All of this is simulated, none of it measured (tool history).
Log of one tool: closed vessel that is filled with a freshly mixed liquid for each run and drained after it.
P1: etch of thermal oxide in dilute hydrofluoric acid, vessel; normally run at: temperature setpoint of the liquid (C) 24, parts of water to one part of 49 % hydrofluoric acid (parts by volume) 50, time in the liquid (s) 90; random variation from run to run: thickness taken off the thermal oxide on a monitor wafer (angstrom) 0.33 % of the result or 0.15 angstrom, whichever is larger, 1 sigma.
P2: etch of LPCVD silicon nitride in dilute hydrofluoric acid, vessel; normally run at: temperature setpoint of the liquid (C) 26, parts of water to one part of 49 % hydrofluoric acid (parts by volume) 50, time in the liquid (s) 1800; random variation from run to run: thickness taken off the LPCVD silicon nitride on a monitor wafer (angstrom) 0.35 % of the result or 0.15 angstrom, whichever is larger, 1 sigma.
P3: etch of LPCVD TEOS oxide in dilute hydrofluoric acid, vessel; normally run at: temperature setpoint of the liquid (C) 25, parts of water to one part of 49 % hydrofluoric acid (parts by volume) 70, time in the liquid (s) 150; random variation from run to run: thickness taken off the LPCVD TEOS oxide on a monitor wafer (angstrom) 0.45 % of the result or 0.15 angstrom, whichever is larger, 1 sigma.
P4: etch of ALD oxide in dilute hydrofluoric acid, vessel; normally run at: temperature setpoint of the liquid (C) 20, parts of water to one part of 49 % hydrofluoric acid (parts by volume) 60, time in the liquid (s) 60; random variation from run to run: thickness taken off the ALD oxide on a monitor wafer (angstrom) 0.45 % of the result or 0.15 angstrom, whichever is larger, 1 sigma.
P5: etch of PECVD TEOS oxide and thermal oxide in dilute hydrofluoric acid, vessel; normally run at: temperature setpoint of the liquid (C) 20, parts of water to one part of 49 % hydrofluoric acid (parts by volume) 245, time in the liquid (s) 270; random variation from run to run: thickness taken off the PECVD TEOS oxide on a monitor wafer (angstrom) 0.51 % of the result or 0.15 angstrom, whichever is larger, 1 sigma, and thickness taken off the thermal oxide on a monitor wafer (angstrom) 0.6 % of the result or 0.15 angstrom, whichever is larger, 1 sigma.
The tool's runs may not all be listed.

run,hour,process that ran,temperature setpoint of the liquid (C),parts of water to one part of 49 % hydrofluoric acid (parts by volume),time in the liquid (s),hours since the thermometer was replaced,hours since the hydrofluoric acid flow meter was replaced,thickness taken off the thermal oxide on a monitor wafer (angstrom),thickness taken off the LPCVD silicon nitride on a monitor wafer (angstrom),thickness taken off the ALD oxide on a monitor wafer (angstrom),thickness taken off the LPCVD TEOS oxide on a monitor wafer (angstrom),thickness taken off the PECVD TEOS oxide on a monitor wafer (angstrom)
1,5,P1,24,50,90,1557.5,1237.2,90.853,,,,
2,7.9,P2,26,50,1800,1560.4,1240.1,,197.3,,,
3,11.2,P1,24,50,170,1563.7,1243.4,172.47,,,,
4,16.1,P4,20,60,95,1568.6,1248.3,,,204.16,,
5,20.4,P3,25,70,285,1572.9,1252.6,,,,842.66,
6,24.4,P1,24,75,90,1576.9,1256.6,58.89,,,,
# hour 27.2: hydrofluoric acid flow meter replaced
7,28.1,P3,25,70,150,1580.6,1,,,,445.15,
8,31.6,P4,20,60,60,1584.1,4.5,,,129.12,,
9,35.7,P1,24,50,90,1588.2,8.6,90.63,,,,
10,39.9,P5,26.5,245,270,1592.4,12.8,47.97,,,,127.34
11,42.4,P5,20,50,270,1594.9,15.3,229.33,,,,604.99
12,46.4,P1,24,50,30,1598.9,19.3,30.279,,,,
13,50.8,P3,25,20,150,1603.3,23.7,,,,1668.2,
14,53.5,P4,20,95,60,1606,26.4,,,77.09,,
15,58.5,P1,24,50,90,1611,31.4,90.99,,,,
16,63.7,P1,31.5,50,165,1616.2,36.6,224.86,,,,
17,69.1,P5,20,245,30,1621.6,42,4.1564,,,,10.886
18,73.5,P1,18.5,50,90,1626,46.4,72.373,,,,
19,77.2,P4,17,60,60,1629.7,50.1,,,114.02,,
20,80.1,P1,24,20,90,1632.6,53,236.43,,,,
21,85,P3,17,70,150,1637.5,57.9,,,,321.55,
22,89.8,P2,26,50,3230,1642.3,62.7,,351.66,,,
23,94.5,P2,26,25,1800,1647,67.4,,384.09,,,
24,99.8,P2,26,50,1800,1652.3,72.7,,196.83,,,

Run 25 comes next. What will it give?
25,102.7,P1,24,50,90,1655.2,75.6,?,,,,

{"run 25": {"thickness taken off the thermal oxide on a monitor wafer (angstrom)": 90.999}}
